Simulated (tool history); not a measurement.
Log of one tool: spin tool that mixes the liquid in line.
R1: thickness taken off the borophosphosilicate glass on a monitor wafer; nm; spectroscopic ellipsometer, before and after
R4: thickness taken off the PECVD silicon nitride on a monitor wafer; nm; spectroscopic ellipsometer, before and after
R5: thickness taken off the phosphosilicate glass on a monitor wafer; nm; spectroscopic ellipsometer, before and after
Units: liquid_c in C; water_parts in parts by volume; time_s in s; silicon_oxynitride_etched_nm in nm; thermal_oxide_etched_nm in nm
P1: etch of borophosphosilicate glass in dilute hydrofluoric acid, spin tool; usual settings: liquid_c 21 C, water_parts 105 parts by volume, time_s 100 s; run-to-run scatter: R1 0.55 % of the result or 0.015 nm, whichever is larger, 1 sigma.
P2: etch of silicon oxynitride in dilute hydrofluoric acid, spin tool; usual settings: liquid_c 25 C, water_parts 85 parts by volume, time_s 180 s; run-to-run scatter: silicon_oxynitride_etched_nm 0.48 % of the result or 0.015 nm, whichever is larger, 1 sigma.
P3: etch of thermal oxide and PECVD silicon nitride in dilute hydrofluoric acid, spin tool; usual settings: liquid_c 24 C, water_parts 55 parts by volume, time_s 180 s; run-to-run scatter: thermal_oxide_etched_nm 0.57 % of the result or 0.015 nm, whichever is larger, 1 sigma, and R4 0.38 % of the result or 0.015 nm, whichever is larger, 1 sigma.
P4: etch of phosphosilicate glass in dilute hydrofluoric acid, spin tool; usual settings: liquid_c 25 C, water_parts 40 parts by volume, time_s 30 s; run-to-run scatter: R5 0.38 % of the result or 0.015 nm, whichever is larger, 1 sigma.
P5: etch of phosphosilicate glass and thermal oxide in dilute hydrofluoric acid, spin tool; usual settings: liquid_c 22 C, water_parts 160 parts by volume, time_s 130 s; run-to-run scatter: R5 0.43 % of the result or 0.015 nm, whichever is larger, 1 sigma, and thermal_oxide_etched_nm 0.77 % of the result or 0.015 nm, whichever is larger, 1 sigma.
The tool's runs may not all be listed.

{"run": 1, "hour": 3.7, "process": "P1", "liquid_c": 21, "water_parts": 105, "time_s": 100, "R1": 47.841}
{"run": 2, "hour": 7.1, "process": "P1", "liquid_c": 21, "water_parts": 105, "time_s": 100, "R1": 47.428}
{"run": 3, "hour": 11.8, "process": "P1", "liquid_c": 21, "water_parts": 105, "time_s": 15, "R1": 7.1511}
{"run": 4, "hour": 16.7, "process": "P2", "liquid_c": 25, "water_parts": 85, "time_s": 180, "silicon_oxynitride_etched_nm": 4.3397}
{"run": 5, "hour": 21.8, "process": "P3", "liquid_c": 29.5, "water_parts": 55, "time_s": 180, "thermal_oxide_etched_nm": 18.875, "R4": 15.898}
{"run": 6, "hour": 24.2, "process": "P1", "liquid_c": 21, "water_parts": 105, "time_s": 100, "R1": 48.028}
{"run": 7, "hour": 27.3, "process": "P4", "liquid_c": 25, "water_parts": 40, "time_s": 30, "R5": 61.53}
{"run": 8, "hour": 30.1, "process": "P1", "liquid_c": 25.5, "water_parts": 105, "time_s": 100, "R1": 57.028}
{"run": 9, "hour": 33.4, "process": "P4", "liquid_c": 25, "water_parts": 40, "time_s": 30, "R5": 61.663}
{"run": 10, "hour": 38.7, "process": "P1", "liquid_c": 21, "water_parts": 165, "time_s": 100, "R1": 28.428}
{"run": 11, "hour": 43.9, "process": "P1", "liquid_c": 27, "water_parts": 185, "time_s": 100, "R1": 31.023}
{"run": 12, "hour": 47.4, "process": "P1", "liquid_c": 21, "water_parts": 105, "time_s": 100, "R1": 47.823}
{"run": 13, "hour": 50.0, "process": "P4", "liquid_c": 18.5, "water_parts": 40, "time_s": 30, "R5": 46.877}
{"run": 14, "hour": 52.7, "process": "P1", "liquid_c": 21, "water_parts": 60, "time_s": 100, "R1": 87.95}
{"hour": 55.0, "done": "hydrofluoric acid flow meter replaced"}
{"run": 15, "hour": 56.5, "process": "P1", "liquid_c": 21, "water_parts": 105, "time_s": 100, "R1": 47.562}
{"run": 16, "hour": 60.5, "process": "P1", "liquid_c": 21, "water_parts": 105, "time_s": 100, "R1": 47.936}
{"run": 17, "hour": 65.0, "process": "P3", "liquid_c": 24, "water_parts": 90, "time_s": 180, "thermal_oxide_etched_nm": 8.8913, "R4": 6.8041}
{"run": 18, "hour": 68.9, "process": "P5", "liquid_c": 22, "water_parts": 160, "time_s": 130, "thermal_oxide_etched_nm": 3.5439, "R5": 49.246}
{"run": 19, "hour": 71.9, "process": "P4", "liquid_c": 25, "water_parts": 65, "time_s": 30, "R5": 36.892}
{"run": 20, "hour": 76.7, "process": "P1", "liquid_c": 21, "water_parts": 105, "time_s": 150, "R1": 71.327}
{"run": 21, "hour": 79.2, "process": "P2", "liquid_c": 19, "water_parts": 85, "time_s": 180, "silicon_oxynitride_etched_nm": 3.2146}
{"run": 22, "hour": 83.7, "process": "P3", "liquid_c": 24, "water_parts": 55, "time_s": 180, "thermal_oxide_etched_nm": 15.124, "R4": 11.053}
{"run": 23, "hour": 86.6, "process": "P3", "liquid_c": 24, "water_parts": 55, "time_s": 180, "thermal_oxide_etched_nm": 15.128, "R4": 11.044}
{"run": 24, "hour": 91.4, "process": "P2", "liquid_c": 25, "water_parts": 120, "time_s": 180, "silicon_oxynitride_etched_nm": 2.9672}
{"run": 25, "hour": 96.5, "process": "P1", "liquid_c": 17, "water_parts": 105, "time_s": 100, "R1": 40.1}
{"run": 26, "hour": 100.7, "process": "P1", "liquid_c": 21, "water_parts": 50, "time_s": 170, "R1": 181.73}
{"run": 27, "hour": 103.7, "process": "P5", "liquid_c": 22, "water_parts": 285, "time_s": 130, "thermal_oxide_etched_nm": 1.7641, "R5": 24.412}
{"run": 28, "hour": 106.8, "process": "P5", "liquid_c": 22, "water_parts": 160, "time_s": 130, "thermal_oxide_etched_nm": 3.5422, "R5": 49.69}
{"run": 29, "hour": 111.7, "process": "P3", "liquid_c": 24, "water_parts": 55, "time_s": 20, "thermal_oxide_etched_nm": 1.695, "R4": 1.2332}
{"run": 30, "hour": 115.4, "process": "P1", "liquid_c": 26.5, "water_parts": 55, "time_s": 100, "R1": 121.14}
{"run": 31, "hour": 118.3, "process": "P5", "liquid_c": 17, "water_parts": 160, "time_s": 130, "thermal_oxide_etched_nm": 2.8908, "R5": 40.221}
{"run": 32, "hour": 120.8, "process": "P4", "liquid_c": 25, "water_parts": 40, "time_s": 55, "R5": 113.66}
{"run": 33, "hour": 123.5, "process": "P5", "liquid_c": 22, "water_parts": 160, "time_s": 15, "thermal_oxide_etched_nm": 0.41113, "R5": 5.7178}
{"run": 34, "hour": 128.4, "process": "P1", "liquid_c": 21, "water_parts": 105, "time_s": 100, "R1": 47.734}
{"run": 35, "hour": 131.5, "process": "P2", "liquid_c": 25, "water_parts": 85, "time_s": 310, "silicon_oxynitride_etched_nm": 7.4916}
{"run": 36, "hour": 136.2, "process": "P1", "liquid_c": 21, "water_parts": 105, "time_s": 100, "R1": 47.505}
{"run": 37, "hour": 140.5, "process": "P1", "liquid_c": 21, "water_parts": 105, "time_s": 100, "R1": 48.865}
{"run": 38, "hour": 145.6, "process": "P1", "liquid_c": 21, "water_parts": 105, "time_s": 100, "R1": 49.656}
{"run": 39, "hour": 148.5, "process": "P1", "liquid_c": 21, "water_parts": 105, "time_s": 100, "R1": 50.191}
{"run": 40, "hour": 152.8, "process": "P1", "liquid_c": 21, "water_parts": 105, "time_s": 100, "R1": 50.342}
{"run": 41, "hour": 157.1, "process": "P1", "liquid_c": 21, "water_parts": 105, "time_s": 100, "R1": 51.037}
{"run": 42, "hour": 161.9, "process": "P1", "liquid_c": 21, "water_parts": 105, "time_s": 100, "R1": 50.588}
{"run": 43, "hour": 166.1, "process": "P1", "liquid_c": 21, "water_parts": 105, "time_s": 100, "R1": 51.122}
{"run": 44, "hour": 171.2, "process": "P1", "liquid_c": 21, "water_parts": 105, "time_s": 100, "R1": 50.801}
{"run": 45, "hour": 174.0, "process": "P1", "liquid_c": 21, "water_parts": 105, "time_s": 100, "R1": 51.03}
{"run": 46, "hour": 177.6, "process": "P1", "liquid_c": 21, "water_parts": 105, "time_s": 100, "R1": 50.836}

What P1 gives has crept away from where it was. These 2 causes fit the log equally well, each at the size given:
A: hydrofluoric acid flow above the setpoint (%) = 6.17
B: liquid hotter than its thermometer reads (K) = 1.67
The creep began at about hour 136.2.

4 check runs are offered, one wafer each, their results left as question marks. Which one tells the causes apart?
{"run": "check 1", "hour": 181.2, "process": "P5", "liquid_c": 22, "water_parts": 160, "time_s": 130, "thermal_oxide_etched_nm": "?", "R5": "?"}
{"run": "check 2", "hour": 181.2, "process": "P4", "liquid_c": 25, "water_parts": 40, "time_s": 30, "R5": "?"}
{"run": "check 3", "hour": 181.2, "process": "P2", "liquid_c": 25, "water_parts": 85, "time_s": 180, "silicon_oxynitride_etched_nm": "?"}
{"run": "check 4", "hour": 181.2, "process": "P3", "liquid_c": 24, "water_parts": 55, "time_s": 180, "thermal_oxide_etched_nm": "?", "R4": "?"}

What each check would give under each cause:
check=check_1 result=thermal_oxide_etched_nm if_A=3.79 if_B=3.7681
check=check_1 result=R5 if_A=53.137 if_B=52.831
check=check_2 result=R5 if_A=65.877 if_B=66.232
check=check_3 result=silicon_oxynitride_etched_nm if_A=4.615 if_B=4.6811
check=check_4 result=thermal_oxide_etched_nm if_A=16.157 if_B=16.219
check=check_4 result=R4 if_A=11.722 if_B=12.359
How far apart the two closest causes lie, in the result that separates them most: check 1 0.58 %; check 2 0.54 %; check 3 1.42 %; check 4 5.29 %
Check 4 tells the causes apart: in the others they would give nearly the same result.

Then check 4 was run and gave: thermal_oxide_etched_nm 16.199 nm; R4 11.669 nm. Which cause is it?

It is A: hydrofluoric acid flow above the setpoint (%).
